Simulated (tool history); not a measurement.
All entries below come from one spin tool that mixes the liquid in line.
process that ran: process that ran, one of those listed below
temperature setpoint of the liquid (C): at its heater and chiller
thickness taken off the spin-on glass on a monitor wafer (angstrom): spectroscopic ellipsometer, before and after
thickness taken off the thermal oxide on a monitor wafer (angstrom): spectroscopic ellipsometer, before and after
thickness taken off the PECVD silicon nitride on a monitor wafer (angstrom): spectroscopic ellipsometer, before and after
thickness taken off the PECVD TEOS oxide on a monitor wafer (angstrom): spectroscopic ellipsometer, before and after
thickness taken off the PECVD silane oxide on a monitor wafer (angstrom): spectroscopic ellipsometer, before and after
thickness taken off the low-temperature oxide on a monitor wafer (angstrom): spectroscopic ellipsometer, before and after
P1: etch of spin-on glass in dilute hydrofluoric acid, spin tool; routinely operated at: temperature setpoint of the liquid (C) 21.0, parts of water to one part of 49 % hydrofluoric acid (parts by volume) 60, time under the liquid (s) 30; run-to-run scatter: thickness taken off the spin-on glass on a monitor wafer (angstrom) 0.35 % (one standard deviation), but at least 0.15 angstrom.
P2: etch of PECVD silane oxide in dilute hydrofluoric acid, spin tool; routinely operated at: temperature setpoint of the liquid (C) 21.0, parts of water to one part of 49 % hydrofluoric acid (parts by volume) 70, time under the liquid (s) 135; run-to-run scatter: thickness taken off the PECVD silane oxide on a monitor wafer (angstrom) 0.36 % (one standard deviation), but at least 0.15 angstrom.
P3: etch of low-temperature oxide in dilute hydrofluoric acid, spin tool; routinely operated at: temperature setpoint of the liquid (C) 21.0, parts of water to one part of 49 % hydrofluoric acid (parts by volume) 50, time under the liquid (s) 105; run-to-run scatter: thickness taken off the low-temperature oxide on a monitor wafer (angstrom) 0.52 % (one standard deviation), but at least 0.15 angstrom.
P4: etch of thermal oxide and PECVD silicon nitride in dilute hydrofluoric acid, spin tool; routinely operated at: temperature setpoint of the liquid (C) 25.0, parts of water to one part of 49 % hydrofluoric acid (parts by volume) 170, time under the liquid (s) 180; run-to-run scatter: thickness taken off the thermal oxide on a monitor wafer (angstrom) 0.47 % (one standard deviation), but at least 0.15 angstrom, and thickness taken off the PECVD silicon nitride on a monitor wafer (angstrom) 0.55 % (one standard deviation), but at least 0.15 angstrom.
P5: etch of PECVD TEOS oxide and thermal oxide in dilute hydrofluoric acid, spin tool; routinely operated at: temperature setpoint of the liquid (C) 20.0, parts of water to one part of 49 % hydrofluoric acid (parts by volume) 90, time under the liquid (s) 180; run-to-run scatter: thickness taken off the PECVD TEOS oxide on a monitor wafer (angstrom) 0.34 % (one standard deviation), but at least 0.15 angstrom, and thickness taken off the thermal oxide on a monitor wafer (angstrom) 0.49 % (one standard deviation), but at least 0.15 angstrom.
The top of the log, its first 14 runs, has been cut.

run     day  process that ran  temperature setpoint of the liquid (C)  parts of water to one part of 49 % hydrofluoric acid (parts by volume)  time under the liquid (s)  hours since the thermometer was replaced  hours since the hydrofluoric acid flow meter was replaced  thickness taken off the spin-on glass on a monitor wafer (angstrom)  thickness taken off the thermal oxide on a monitor wafer (angstrom)  thickness taken off the PECVD silicon nitride on a monitor wafer (angstrom)  thickness taken off the PECVD TEOS oxide on a monitor wafer (angstrom)  thickness taken off the PECVD silane oxide on a monitor wafer (angstrom)  thickness taken off the low-temperature oxide on a monitor wafer (angstrom)
 15   9.429                P3                                    21.0                                                                      85                        105                                     470.6                                                      782.6                                                                                                                                                                                                                                                                                                                                                                                                                                               217.920
 16  10.050                P4                                    25.0                                                                     245                        180                                     485.5                                                      797.5                                                                                                                                    28.750                                                                       45.885
 17  10.729                P5                                    20.0                                                                      90                         25                                     501.8                                                      813.8                                                                                                                                    11.861                                                                                                                                               29.367
 18  11.392                P3                                    21.0                                                                      50                        105                                     517.7                                                      829.7                                                                                                                                                                                                                                                                                                                                                                                                                                               388.370
 19  12.104                P2                                    21.0                                                                      70                        135                                     534.8                                                      846.8                                                                                                                                                                                                                                                                                                                                                                   262.80
 20  12.467                P1                                    17.0                                                                      20                         30                                     543.5                                                      855.5                                                              494.810
 21  13.221                P4                                    31.0                                                                     170                        180                                     561.6                                                      873.6                                                                                                                                    55.938                                                                       95.199
 22  13.567                P1                                    21.0                                                                      60                         30                                     569.9                                                      881.9                                                              187.910
 23  14.125                P1                                    17.0                                                                      60                         30                                     583.3                                                      895.3                                                              157.110
 24  14.588                P1                                    21.0                                                                     110                         30                                     594.4                                                      906.4                                                               96.132
 25  14.975                P1                                    21.0                                                                      60                         30                                     603.7                                                      915.7                                                              187.500
 26  15.388                P1                                    21.0                                                                      20                         30                                     613.6                                                      925.6                                                              585.900
 27  16.108                P5                                    25.0                                                                      90                        180                                     630.9                                                      942.9                                                                                                                                   102.060                                                                                                                                              254.610
 28  16.808                P1                                    21.0                                                                      60                         30                                     647.7                                                      959.7                                                              187.000
 29  17.571                P4                                    25.0                                                                     170                        180                                     666.0                                                      978.0                                                                                                                                    45.351                                                                       65.231
 30  18.262                P1                                    21.0                                                                      60                         30                                     682.6                                                      994.6                                                              188.130
 31  18.954                P2                                    21.0                                                                      70                        215                                     699.2                                                     1011.2                                                                                                                                                                                                                                                                                                                                                                   417.38
 32  19.354                P1                                    21.0                                                                      60                         30                                     708.8                                                     1020.8                                                              187.260
 33  19.821                P1                                    21.0                                                                      60                         30                                     720.0                                                     1032.0                                                              179.920
 34  20.367                P1                                    21.0                                                                      60                         30                                     733.1                                                     1045.1                                                              174.420
 35  20.733                P1                                    21.0                                                                      60                         30                                     741.9                                                     1053.9                                                              172.460

What does the tool deliver on the next run?
 36  21.404                P1                                    21.0                                                                      60                         30                                     758.0                                                     1070.0                                                                    ?

{"run 36": {"thickness taken off the spin-on glass on a monitor wafer (angstrom)": 171.99}}

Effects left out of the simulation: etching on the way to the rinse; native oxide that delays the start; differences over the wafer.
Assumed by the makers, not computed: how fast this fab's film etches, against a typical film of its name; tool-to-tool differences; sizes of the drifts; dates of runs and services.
